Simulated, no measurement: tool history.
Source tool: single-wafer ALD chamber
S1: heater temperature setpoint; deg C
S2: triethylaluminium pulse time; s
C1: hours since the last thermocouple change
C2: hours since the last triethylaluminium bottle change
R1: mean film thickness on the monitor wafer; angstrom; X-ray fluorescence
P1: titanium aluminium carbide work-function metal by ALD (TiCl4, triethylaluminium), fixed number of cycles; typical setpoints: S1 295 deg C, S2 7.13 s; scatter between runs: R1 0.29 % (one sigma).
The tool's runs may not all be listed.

run 1 hour=4.1 | S1=295 S2=7.13 | C1=331.2 C2=195.1 | R1=17.548
run 2 hour=10.6 | S1=295 S2=10.00 | C1=337.7 C2=201.6 | R1=18.614
run 3 hour=17.8 | S1=279 S2=7.13 | C1=344.9 C2=208.8 | R1=16.477
run 4 hour=23.2 | S1=306 S2=2.59 | C1=350.3 C2=214.2 | R1=11.932
run 5 hour=28.7 | S1=295 S2=2.67 | C1=355.8 C2=219.7 | R1=11.544
run 6 hour=33.1 | S1=314 S2=10.03 | C1=360.2 C2=224.1 | R1=20.229
run 7 hour=37.7 | S1=295 S2=7.13 | C1=364.8 C2=228.7 | R1=17.613
run 8 hour=45.5 | S1=295 S2=7.13 | C1=372.6 C2=236.5 | R1=17.726
run 9 hour=51.3 | S1=313 S2=7.13 | C1=378.4 C2=242.3 | R1=19.003
run 10 hour=58.6 | S1=295 S2=7.13 | C1=385.7 C2=249.6 | R1=17.540
run 11 hour=63.3 | S1=295 S2=7.13 | C1=390.4 C2=254.3 | R1=17.591
-- hour=64.4 triethylaluminium bottle replaced
run 12 hour=70.7 | S1=295 S2=7.13 | C1=397.8 C2=6.3 | R1=17.566
run 13 hour=76.7 | S1=283 S2=11.46 | C1=403.8 C2=12.3 | R1=17.883
run 14 hour=83.8 | S1=295 S2=7.13 | C1=410.9 C2=19.4 | R1=17.599
run 15 hour=88.7 | S1=295 S2=7.13 | C1=415.8 C2=24.3 | R1=17.529
run 16 hour=92.5 | S1=295 S2=7.13 | C1=419.6 C2=28.1 | R1=17.465
run 17 hour=96.4 | S1=295 S2=7.13 | C1=423.5 C2=32.0 | R1=17.360

Run 18 has not been measured yet. What should we expect?
run 18 hour=103.5 | S1=295 S2=7.13 | C1=430.6 C2=39.1 | R1=?

{"run 18": {"R1": 17.247}}

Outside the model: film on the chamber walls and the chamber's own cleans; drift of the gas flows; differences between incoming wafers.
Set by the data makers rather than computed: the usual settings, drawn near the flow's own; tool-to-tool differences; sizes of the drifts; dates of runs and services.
